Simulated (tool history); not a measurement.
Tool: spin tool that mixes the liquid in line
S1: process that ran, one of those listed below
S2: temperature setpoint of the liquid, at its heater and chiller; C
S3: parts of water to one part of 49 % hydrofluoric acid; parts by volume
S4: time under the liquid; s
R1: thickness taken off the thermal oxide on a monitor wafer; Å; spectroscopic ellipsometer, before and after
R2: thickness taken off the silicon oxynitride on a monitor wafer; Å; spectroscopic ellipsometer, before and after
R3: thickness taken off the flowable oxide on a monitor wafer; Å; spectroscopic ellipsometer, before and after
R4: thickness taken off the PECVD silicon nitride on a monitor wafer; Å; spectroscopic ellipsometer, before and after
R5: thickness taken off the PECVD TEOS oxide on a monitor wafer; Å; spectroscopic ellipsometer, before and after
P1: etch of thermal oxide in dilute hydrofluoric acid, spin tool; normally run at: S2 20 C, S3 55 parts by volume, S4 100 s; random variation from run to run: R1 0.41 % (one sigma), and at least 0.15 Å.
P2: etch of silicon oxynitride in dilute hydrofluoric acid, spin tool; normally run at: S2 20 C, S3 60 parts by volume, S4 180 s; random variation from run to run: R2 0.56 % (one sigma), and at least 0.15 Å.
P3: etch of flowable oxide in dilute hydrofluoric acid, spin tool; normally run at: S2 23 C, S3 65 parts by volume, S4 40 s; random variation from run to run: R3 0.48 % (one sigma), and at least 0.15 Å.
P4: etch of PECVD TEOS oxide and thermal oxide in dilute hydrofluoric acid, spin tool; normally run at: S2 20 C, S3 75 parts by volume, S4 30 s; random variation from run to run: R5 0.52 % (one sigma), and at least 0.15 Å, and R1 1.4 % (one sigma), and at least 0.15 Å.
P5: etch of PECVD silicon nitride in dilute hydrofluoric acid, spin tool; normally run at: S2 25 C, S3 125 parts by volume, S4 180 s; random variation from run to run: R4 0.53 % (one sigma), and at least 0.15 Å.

| run | hour | S1 | S2 | S3 | S4 | R1 | R2 | R3 | R4 | R5 |
|---|---|---|---|---|---|---|---|---|---|---|
| 1 | 4.7 | P1 | 20 | 55 | 100 | 77.803 |  |  |  |  |
| 2 | 15.5 | P1 | 20 | 55 | 100 | 77.225 |  |  |  |  |
| 3 | 21.1 | P1 | 20 | 55 | 100 | 77.636 |  |  |  |  |
| 4 | 31.0 | P2 | 20 | 90 | 180 |  | 23.947 |  |  |  |
| 5 | 40.2 | P1 | 20 | 20 | 100 | 223.370 |  |  |  |  |
| 6 | 45.3 | P1 | 20 | 20 | 180 | 401.850 |  |  |  |  |
| 7 | 51.1 | P3 | 23 | 65 | 15 |  |  | 69.932 |  |  |
| 8 | 57.2 | P5 | 25 | 125 | 180 |  |  |  | 76.812 |  |
| 9 | 64.0 | P4 | 20 | 120 | 30 | 10.413 |  |  |  | 57.330 |
| 10 | 73.1 | P1 | 27 | 55 | 100 | 102.940 |  |  |  |  |
| 11 | 80.9 | P1 | 20 | 55 | 180 | 140.380 |  |  |  |  |
| 12 | 85.9 | P2 | 28 | 60 | 180 |  | 54.565 |  |  |  |
| 13 | 94.3 | P3 | 23 | 90 | 40 |  |  | 131.570 |  |  |
| 14 | 102.4 | P1 | 20 | 55 | 25 | 19.407 |  |  |  |  |
| 15 | 107.5 | P4 | 20 | 75 | 60 | 34.324 |  |  |  | 193.170 |
| 16 | 117.0 | P4 | 20 | 75 | 30 | 17.747 |  |  |  | 94.739 |
| 17 | 121.6 | P2 | 20 | 60 | 360 |  | 73.245 |  |  |  |
| 18 | 127.8 | P1 | 20 | 90 | 100 | 45.726 |  |  |  |  |
| 19 | 137.5 | P1 | 17 | 55 | 100 | 68.680 |  |  |  |  |
| 20 | 142.8 | P4 | 17 | 75 | 30 | 15.672 |  |  |  | 84.640 |
| 21 | 150.5 | P5 | 32 | 125 | 180 |  |  |  | 117.420 |  |
| 22 | 155.8 | P3 | 23 | 65 | 40 |  |  | 187.290 |  |  |
| 23 | 163.7 | P3 | 17 | 65 | 40 |  |  | 144.350 |  |  |
| 24 | 172.4 | P5 | 25 | 125 | 25 |  |  |  | 10.501 |  |
| 25 | 180.4 | P5 | 25 | 30 | 180 |  |  |  | 310.260 |  |
| 26 | 187.0 | P2 | 20 | 60 | 180 |  | 37.087 |  |  |  |
| 27 | 196.5 | P3 | 23 | 65 | 40 |  |  | 185.690 |  |  |
| 28 | 206.4 | P1 | 20 | 55 | 100 | 77.605 |  |  |  |  |
| 29 | 216.5 | P4 | 20 | 75 | 30 | 17.289 |  |  |  | 95.631 |
| 30 | 221.3 | P1 | 20 | 55 | 100 | 77.905 |  |  |  |  |
| 31 | 227.5 | P1 | 20 | 55 | 100 | 77.428 |  |  |  |  |
| 32 | 236.0 | P5 | 25 | 125 | 180 |  |  |  | 77.140 |  |
| 33 | 243.6 | P1 | 20 | 55 | 100 | 77.967 |  |  |  |  |
| 34 | 251.3 | P1 | 20 | 55 | 100 | 81.250 |  |  |  |  |
| 35 | 256.8 | P1 | 20 | 55 | 100 | 83.038 |  |  |  |  |
| 36 | 263.7 | P1 | 20 | 55 | 100 | 83.412 |  |  |  |  |
| 37 | 273.0 | P1 | 20 | 55 | 100 | 84.740 |  |  |  |  |
| 38 | 282.3 | P1 | 20 | 55 | 100 | 84.978 |  |  |  |  |
| 39 | 291.6 | P1 | 20 | 55 | 100 | 85.714 |  |  |  |  |
| 40 | 301.7 | P1 | 20 | 55 | 100 | 85.625 |  |  |  |  |
| 41 | 310.6 | P1 | 20 | 55 | 100 | 86.237 |  |  |  |  |

What P1 gives has crept away from where it was. These 2 causes fit the log equally well, each at the size given:
A: liquid hotter than its thermometer reads (K) = 2.37
B: hydrofluoric acid flow above the setpoint (%) = 9.79
The creep began at about hour 243.6.

4 check runs are offered, one wafer each, their results left as question marks. Which one tells the causes apart?
| check 1 | 319.5 | P3 | 18 | 65 | 15 |  |  | ? |  |  |
| check 2 | 319.5 | P2 | 27 | 60 | 180 |  | ? |  |  |  |
| check 3 | 319.5 | P4 | 17 | 75 | 30 | ? |  |  |  | ? |
| check 4 | 319.5 | P5 | 32 | 125 | 180 |  |  |  | ? |  |

What each check would give under each cause:
| check | result | if A | if B |
|---|---|---|---|
| check 1 | R3 | 62.659 | 62.641 |
| check 2 | R2 | 57.849 | 57.118 |
| check 3 | R1 | 16.845 | 16.849 |
| check 3 | R5 | 93.195 | 93.214 |
| check 4 | R4 | 137.150 | 130.740 |
How far apart the two closest causes lie, in the result that separates them most: check 1 0.03 %; check 2 1.27 %; check 3 0.02 %; check 4 4.79 %
Check 4 tells the causes apart: in the others they would give nearly the same result.

Check 4 was then run and gave: R4 129.460 Å. Which cause is it?

It is B: hydrofluoric acid flow above the setpoint (%).

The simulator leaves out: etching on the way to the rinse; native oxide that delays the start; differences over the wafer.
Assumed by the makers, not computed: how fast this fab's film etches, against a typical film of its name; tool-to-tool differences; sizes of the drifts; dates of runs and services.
